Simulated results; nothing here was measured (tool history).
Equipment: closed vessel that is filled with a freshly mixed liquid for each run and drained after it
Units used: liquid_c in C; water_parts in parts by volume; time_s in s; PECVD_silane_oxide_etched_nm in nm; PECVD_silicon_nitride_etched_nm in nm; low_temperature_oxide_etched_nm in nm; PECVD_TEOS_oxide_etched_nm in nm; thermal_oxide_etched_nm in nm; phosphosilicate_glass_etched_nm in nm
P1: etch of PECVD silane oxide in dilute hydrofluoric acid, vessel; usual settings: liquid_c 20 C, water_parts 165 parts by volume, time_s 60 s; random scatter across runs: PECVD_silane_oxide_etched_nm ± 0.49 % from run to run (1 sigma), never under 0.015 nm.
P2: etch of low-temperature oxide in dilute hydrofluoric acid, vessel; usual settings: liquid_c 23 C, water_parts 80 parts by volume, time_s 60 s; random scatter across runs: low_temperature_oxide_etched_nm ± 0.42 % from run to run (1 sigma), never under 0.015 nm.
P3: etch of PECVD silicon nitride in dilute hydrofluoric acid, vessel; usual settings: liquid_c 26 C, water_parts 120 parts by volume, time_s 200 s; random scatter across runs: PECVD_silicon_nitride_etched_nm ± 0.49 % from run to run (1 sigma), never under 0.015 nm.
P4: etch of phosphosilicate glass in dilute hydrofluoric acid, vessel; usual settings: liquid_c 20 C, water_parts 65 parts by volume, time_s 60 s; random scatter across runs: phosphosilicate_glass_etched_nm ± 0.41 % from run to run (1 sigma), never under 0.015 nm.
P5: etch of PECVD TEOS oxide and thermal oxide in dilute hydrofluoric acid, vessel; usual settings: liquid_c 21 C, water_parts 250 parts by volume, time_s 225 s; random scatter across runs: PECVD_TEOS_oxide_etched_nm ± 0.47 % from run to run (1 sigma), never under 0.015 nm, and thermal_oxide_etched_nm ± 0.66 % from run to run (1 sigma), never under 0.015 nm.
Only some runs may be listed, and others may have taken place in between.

run,hour,process,liquid_c,water_parts,time_s,hours since the thermometer was replaced,hours since the hydrofluoric acid flow meter was replaced,PECVD_silane_oxide_etched_nm,PECVD_silicon_nitride_etched_nm,low_temperature_oxide_etched_nm,PECVD_TEOS_oxide_etched_nm,thermal_oxide_etched_nm,phosphosilicate_glass_etched_nm
1,3.3,P1,20,165,60,382.4,952.6,8.926,,,,,
2,6.9,P3,26,120,200,386,956.2,,6.777,,,,
3,9.3,P1,20,165,115,388.4,958.6,16.891,,,,,
4,13.1,P1,17,165,60,392.2,962.4,7.8781,,,,,
5,16.8,P2,23,80,30,395.9,966.1,,,9.4499,,,
6,19.2,P1,27,165,60,398.3,968.5,11.742,,,,,
7,22.7,P1,20,75,60,401.8,972,21.702,,,,,
8,24.8,P1,26,165,115,403.9,974.1,21.513,,,,,
9,27,P2,23,80,60,406.1,976.3,,,18.887,,,
10,28.9,P3,26,120,80,408,978.2,,2.7408,,,,
11,31.1,P5,17,250,225,410.2,980.4,,,,5.9463,2.6788,
12,33.9,P5,21,85,225,413,983.2,,,,24.049,10.879,
13,37.8,P2,17,80,60,416.9,987.1,,,14.668,,,
14,40.4,P4,20,65,60,419.5,989.7,,,,,,166.06
15,44.2,P1,20,265,30,423.3,993.5,2.5268,,,,,
16,46.7,P5,21,250,365,425.8,996,,,,11.147,5.051,
17,50.5,P1,20,165,30,429.6,999.8,4.4387,,,,,
18,54.1,P3,26,120,200,433.2,1003.4,,6.7935,,,,
19,57.8,P1,20,245,60,436.9,1007.1,5.5173,,,,,
20,61.2,P3,26,165,200,440.3,1010.5,,4.9649,,,,
21,63.5,P1,20,165,60,442.6,1012.8,8.9318,,,,,
22,67.3,P1,20,165,60,446.4,1016.6,8.9307,,,,,
23,70.2,P1,20,165,60,449.3,1019.5,8.8518,,,,,
24,72.9,P2,23,80,60,452,1022.2,,,18.71,,,
25,74.9,P4,20,65,60,454,1024.2,,,,,,167.06
26,78.2,P1,20,165,60,457.3,1027.5,8.9123,,,,,
27,80.9,P5,21,250,225,460,1030.2,,,,6.9273,3.1437,

What does the tool deliver on the next run?
28,85,P4,25,65,60,464.1,1034.3,,,,,,?

phosphosilicate_glass_etched_nm: 204.66 nm
